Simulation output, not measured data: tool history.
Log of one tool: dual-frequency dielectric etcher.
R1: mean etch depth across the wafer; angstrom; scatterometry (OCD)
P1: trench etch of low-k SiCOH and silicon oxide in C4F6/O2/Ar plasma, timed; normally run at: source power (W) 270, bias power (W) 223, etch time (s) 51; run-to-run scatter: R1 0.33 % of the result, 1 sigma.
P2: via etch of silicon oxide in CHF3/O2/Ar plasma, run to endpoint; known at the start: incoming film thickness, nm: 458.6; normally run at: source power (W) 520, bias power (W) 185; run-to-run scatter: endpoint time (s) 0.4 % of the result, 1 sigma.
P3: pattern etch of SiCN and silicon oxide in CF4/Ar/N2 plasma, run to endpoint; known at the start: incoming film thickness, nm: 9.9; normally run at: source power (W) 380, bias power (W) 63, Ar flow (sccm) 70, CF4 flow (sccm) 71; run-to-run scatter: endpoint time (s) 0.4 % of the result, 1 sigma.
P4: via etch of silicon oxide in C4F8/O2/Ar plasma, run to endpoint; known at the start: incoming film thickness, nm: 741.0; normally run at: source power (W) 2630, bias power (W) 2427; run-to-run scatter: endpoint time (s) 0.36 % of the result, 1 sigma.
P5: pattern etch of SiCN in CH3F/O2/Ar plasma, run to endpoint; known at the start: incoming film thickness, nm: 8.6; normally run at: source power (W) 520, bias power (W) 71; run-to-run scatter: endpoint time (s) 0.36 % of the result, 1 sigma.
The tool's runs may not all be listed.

{"run": 1, "day": 0.162, "process that ran": "P1", "source power (W)": 270, "bias power (W)": 223, "etch time (s)": 51, "R1": 1513.2}
{"run": 2, "day": 0.283, "process that ran": "P2", "source power (W)": 520, "bias power (W)": 126, "endpoint time (s)": 273.53}
{"run": 3, "day": 0.404, "process that ran": "P1", "source power (W)": 270, "bias power (W)": 223, "etch time (s)": 51, "R1": 1501.1}
{"run": 4, "day": 0.55, "process that ran": "P5", "source power (W)": 520, "bias power (W)": 71, "endpoint time (s)": 20.41}
{"day": 0.604, "done": "wet clean of the chamber"}
{"run": 5, "day": 0.642, "process that ran": "P3", "source power (W)": 380, "bias power (W)": 63, "Ar flow (sccm)": 70, "CF4 flow (sccm)": 71, "endpoint time (s)": 13.097}
{"run": 6, "day": 0.762, "process that ran": "P1", "source power (W)": 270, "bias power (W)": 138, "etch time (s)": 51, "R1": 1296.6}
{"run": 7, "day": 0.871, "process that ran": "P4", "source power (W)": 3720, "bias power (W)": 2427, "endpoint time (s)": 104.46}
{"run": 8, "day": 0.958, "process that ran": "P1", "source power (W)": 270, "bias power (W)": 223, "etch time (s)": 51, "R1": 1509.8}
{"run": 9, "day": 1.108, "process that ran": "P1", "source power (W)": 270, "bias power (W)": 223, "etch time (s)": 28, "R1": 828.6}
{"run": 10, "day": 1.283, "process that ran": "P1", "source power (W)": 190, "bias power (W)": 223, "etch time (s)": 51, "R1": 1319.3}
{"run": 11, "day": 1.425, "process that ran": "P1", "source power (W)": 270, "bias power (W)": 223, "etch time (s)": 66.5, "R1": 1967.8}
{"run": 12, "day": 1.525, "process that ran": "P1", "source power (W)": 270, "bias power (W)": 223, "etch time (s)": 51, "R1": 1505.5}
{"run": 13, "day": 1.662, "process that ran": "P1", "source power (W)": 170, "bias power (W)": 223, "etch time (s)": 71.5, "R1": 1779.8}
{"run": 14, "day": 1.846, "process that ran": "P3", "source power (W)": 380, "bias power (W)": 39, "Ar flow (sccm)": 70, "CF4 flow (sccm)": 71, "endpoint time (s)": 15.103}
{"run": 15, "day": 2.004, "process that ran": "P4", "source power (W)": 2630, "bias power (W)": 2881, "endpoint time (s)": 114.88}
{"run": 16, "day": 2.138, "process that ran": "P1", "source power (W)": 270, "bias power (W)": 223, "etch time (s)": 51, "R1": 1507.3}
{"run": 17, "day": 2.283, "process that ran": "P4", "source power (W)": 2630, "bias power (W)": 2427, "endpoint time (s)": 120.26}
{"run": 18, "day": 2.467, "process that ran": "P1", "source power (W)": 370, "bias power (W)": 223, "etch time (s)": 51, "R1": 1698.3}
{"run": 19, "day": 2.608, "process that ran": "P3", "source power (W)": 540, "bias power (W)": 63, "Ar flow (sccm)": 70, "CF4 flow (sccm)": 71, "endpoint time (s)": 9.5677}
{"run": 20, "day": 2.712, "process that ran": "P1", "source power (W)": 270, "bias power (W)": 223, "etch time (s)": 51, "R1": 1507}
{"run": 21, "day": 2.8, "process that ran": "P2", "source power (W)": 690, "bias power (W)": 185, "endpoint time (s)": 216.14}
{"run": 22, "day": 2.904, "process that ran": "P1", "source power (W)": 270, "bias power (W)": 223, "etch time (s)": 51, "R1": 1512.6}
{"run": 23, "day": 3.079, "process that ran": "P5", "source power (W)": 520, "bias power (W)": 71, "endpoint time (s)": 20.444}
{"run": 24, "day": 3.225, "process that ran": "P1", "source power (W)": 270, "bias power (W)": 280, "etch time (s)": 51, "R1": 1643.4}
{"run": 25, "day": 3.308, "process that ran": "P1", "source power (W)": 170, "bias power (W)": 290, "etch time (s)": 51, "R1": 1380.9}
{"run": 26, "day": 3.421, "process that ran": "P5", "source power (W)": 670, "bias power (W)": 71, "endpoint time (s)": 18.407}
{"run": 27, "day": 3.612, "process that ran": "P3", "source power (W)": 380, "bias power (W)": 63, "Ar flow (sccm)": 70, "CF4 flow (sccm)": 97, "endpoint time (s)": 12.62}
{"run": 28, "day": 3.725, "process that ran": "P2", "source power (W)": 520, "bias power (W)": 185, "endpoint time (s)": 240.96}
{"run": 29, "day": 3.858, "process that ran": "P3", "source power (W)": 380, "bias power (W)": 63, "Ar flow (sccm)": 84, "CF4 flow (sccm)": 71, "endpoint time (s)": 13.388}
{"run": 30, "day": 4.038, "process that ran": "P5", "source power (W)": 520, "bias power (W)": 97, "endpoint time (s)": 18.156}
{"run": 31, "day": 4.204, "process that ran": "P1", "source power (W)": 270, "bias power (W)": 223, "etch time (s)": 51, "R1": 1508.8}
{"run": 32, "day": 4.296, "process that ran": "P1", "source power (W)": 270, "bias power (W)": 223, "etch time (s)": 51, "R1": 1499.2}
{"run": 33, "day": 4.458, "process that ran": "P1", "source power (W)": 270, "bias power (W)": 223, "etch time (s)": 51, "R1": 1498.2}
{"run": 34, "day": 4.567, "process that ran": "P1", "source power (W)": 270, "bias power (W)": 223, "etch time (s)": 51, "R1": 1489}
{"day": 4.642, "done": "wet clean of the chamber"}
{"run": 35, "day": 4.712, "process that ran": "P1", "source power (W)": 270, "bias power (W)": 223, "etch time (s)": 51, "R1": 1497.9}
{"run": 36, "day": 4.812, "process that ran": "P1", "source power (W)": 270, "bias power (W)": 223, "etch time (s)": 51, "R1": 1489.1}
{"run": 37, "day": 4.9, "process that ran": "P1", "source power (W)": 270, "bias power (W)": 223, "etch time (s)": 51, "R1": 1483.1}
{"run": 38, "day": 5.021, "process that ran": "P1", "source power (W)": 270, "bias power (W)": 223, "etch time (s)": 51, "R1": 1480.3}
{"run": 39, "day": 5.112, "process that ran": "P1", "source power (W)": 270, "bias power (W)": 223, "etch time (s)": 51, "R1": 1485.1}

What P1 gives has crept away from where it was. These 2 causes fit the log equally well, each at the size given:
A: bias power that arrives under what is set, % = 4.75
B: source power that arrives under what is set, % = 4.22
The creep began at about day 4.204.
Why every other cause is out:
chamber walls in a state that lowers the etch rate, %: serviced at day 4.642, which brought nothing back

4 check runs are offered, each on 2 wafers whose results are averaged, their results left as question marks. Which one tells the causes apart?
{"run": "check 1", "day": 5.204, "process that ran": "P4", "source power (W)": 3570, "bias power (W)": 2427, "endpoint time (s)": "?"}
{"run": "check 2", "day": 5.204, "process that ran": "P5", "source power (W)": 630, "bias power (W)": 91, "endpoint time (s)": "?"}
{"run": "check 3", "day": 5.204, "process that ran": "P2", "source power (W)": 680, "bias power (W)": 133, "endpoint time (s)": "?"}
{"run": "check 4", "day": 5.204, "process that ran": "P3", "source power (W)": 490, "bias power (W)": 52, "Ar flow (sccm)": 70, "CF4 flow (sccm)": 71, "endpoint time (s)": "?"}

What each check would give under each cause:
check=check_1 result=endpoint_time_(s) if_A=108.14 if_B=108.51
check=check_2 result=endpoint_time_(s) if_A=17.698 if_B=17.675
check=check_3 result=endpoint_time_(s) if_A=246.27 if_B=246.7
check=check_4 result=endpoint_time_(s) if_A=11.188 if_B=11.467
How far apart the two closest causes lie, in the result that separates them most: check 1 0.34 %; check 2 0.13 %; check 3 0.18 %; check 4 2.46 %
Check 4 tells the causes apart: in the others they would give nearly the same result.

Then check 4 was run and gave: endpoint time (s) 11.445. Which cause is it?

It is B: source power that arrives under what is set, %.

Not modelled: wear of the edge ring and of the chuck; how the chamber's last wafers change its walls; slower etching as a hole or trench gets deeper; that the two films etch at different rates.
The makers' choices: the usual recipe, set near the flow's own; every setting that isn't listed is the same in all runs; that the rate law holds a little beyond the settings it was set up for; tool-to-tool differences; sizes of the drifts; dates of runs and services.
